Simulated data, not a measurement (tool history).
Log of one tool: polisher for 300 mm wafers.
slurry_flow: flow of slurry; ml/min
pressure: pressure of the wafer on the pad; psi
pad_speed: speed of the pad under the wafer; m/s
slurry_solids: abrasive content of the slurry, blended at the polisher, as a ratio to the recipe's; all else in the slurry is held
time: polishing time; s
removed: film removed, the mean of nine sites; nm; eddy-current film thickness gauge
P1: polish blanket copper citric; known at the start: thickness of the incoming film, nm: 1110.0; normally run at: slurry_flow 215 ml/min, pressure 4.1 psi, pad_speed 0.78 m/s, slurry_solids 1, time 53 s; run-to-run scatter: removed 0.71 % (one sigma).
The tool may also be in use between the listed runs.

run    day  slurry_flow  pressure  pad_speed  slurry_solids  time  wafers polished on this pad  hours since the slurry nozzle was cleaned  hours since the head pressure was calibrated  hours since the slurry blender was calibrated  removed
  1  0.358          215       4.1       0.78              1    53                          812                                        111                                         162.9                                             67   133.07
  2  0.679          215       6.3       0.78              1    53                          904                                      118.7                                         170.6                                           74.7   205.33
  3  1.058          130       4.1        0.5              1    53                         1013                                      127.8                                         179.7                                           83.8   79.778
  4  1.458          130       4.1       0.78              1    53                         1129                                      137.4                                         189.3                                           93.4   123.55
  5  1.754          215       4.1       0.78            0.5    53                         1214                                      144.5                                         196.4                                          100.5   115.66
  6  2.167          215       2.4       0.78              1    53                         1333                                      154.4                                         206.3                                          110.4    79.34
  7  2.408          215       4.1       0.78              1    53                         1402                                      160.2                                         212.1                                          116.2   133.31
     2.512  -- slurry nozzle cleaned
  8  2.767          215       4.1       0.78              1    53                         1506                                        6.2                                         220.7                                          124.8   135.67
  9  3.071          215       4.1       1.22              1    53                         1593                                       13.5                                           228                                          132.1   205.91
 10  3.521          320       4.1       0.78              1    53                         1723                                       24.3                                         238.8                                          142.9   139.13
 11  3.917          215       4.1       0.36              1    53                         1837                                       33.8                                         248.3                                          152.4   62.888
 12   4.15          215       4.1       0.78              1    78                         1904                                       39.4                                         253.9                                            158   195.24
 13  4.458          215       4.1       0.78              1    53                         1993                                       46.8                                         261.3                                          165.4   133.34
 14  4.888          215       4.1       0.78              1    24                         2117                                       57.1                                         271.6                                          175.7   60.748
 15  5.279          215       4.1       0.78            1.5    53                         2230                                       66.5                                           281                                          185.1    147.4
 16  5.646          215       4.1       0.78              1    53                         2335                                       75.3                                         289.8                                          193.9   136.18
 17  5.971          215       4.1       0.78              1    53                         2429                                       83.1                                         297.6                                          201.7   130.55
 18  6.275          215       4.1       0.78              1    53                         2517                                       90.4                                         304.9                                            209   128.92
     6.546  -- slurry blender recalibrated
 19  6.592          215       4.1       0.78              1    53                         2608                                         98                                         312.5                                            1.2   127.78
     6.804  -- worn pad replaced by a new one
 20  6.996          215       4.1       0.78              1    53                           56                                      107.7                                         322.2                                           10.9   124.84
 21  7.258          215       4.1       0.78              1    53                          131                                        114                                         328.5                                           17.2   126.46
 22  7.629          215       4.1       0.78              1    53                          238                                      122.9                                         337.4                                           26.1   126.93
 23  7.929          215       4.1       0.78              1    53                          325                                      130.1                                         344.6                                           33.3      126

What P1 gives has crept away from where it was. These 2 causes fit the log equally well, each at the size given:
A: slurry flow missing at the pad, % = 32.3
B: head's pressure below its setpoint, % = 5.79
The creep began at about day 5.646.
Why every other cause is out:
removal rate lost through wear of the pad, %: serviced at day 6.804, which brought nothing back
abrasive missing from the slurry, %: serviced at day 6.546, which brought nothing back

4 check runs are offered, each on 3 wafers whose results are averaged, their results left as question marks. Which one tells the causes apart?
check 1  8.229          215       4.1       0.36              1    37                                                                                                                                                                             ?
check 2  8.229          215       4.1       0.78            0.5    53                                                                                                                                                                             ?
check 3  8.229          130       2.8       0.78              1    53                                                                                                                                                                             ?
check 4  8.229          215       6.3       0.78              1    53                                                                                                                                                                             ?

What each check would give under each cause:
  check   result    if A    if B
check 1  removed   41.66  41.725
check 2  removed  109.27  109.27
check 3  removed  77.612  80.344
check 4  removed  192.04  191.96
How far apart the two closest causes lie, in the result that separates them most: check 1 0.16 %; check 2 0 %; check 3 3.46 %; check 4 0.05 %
Only check 3 tells the causes apart: in the others they would give nearly the same result.

Then check 3 was run and gave: removed 77.414 nm. Which cause is it?

It is A: slurry flow missing at the pad, %.

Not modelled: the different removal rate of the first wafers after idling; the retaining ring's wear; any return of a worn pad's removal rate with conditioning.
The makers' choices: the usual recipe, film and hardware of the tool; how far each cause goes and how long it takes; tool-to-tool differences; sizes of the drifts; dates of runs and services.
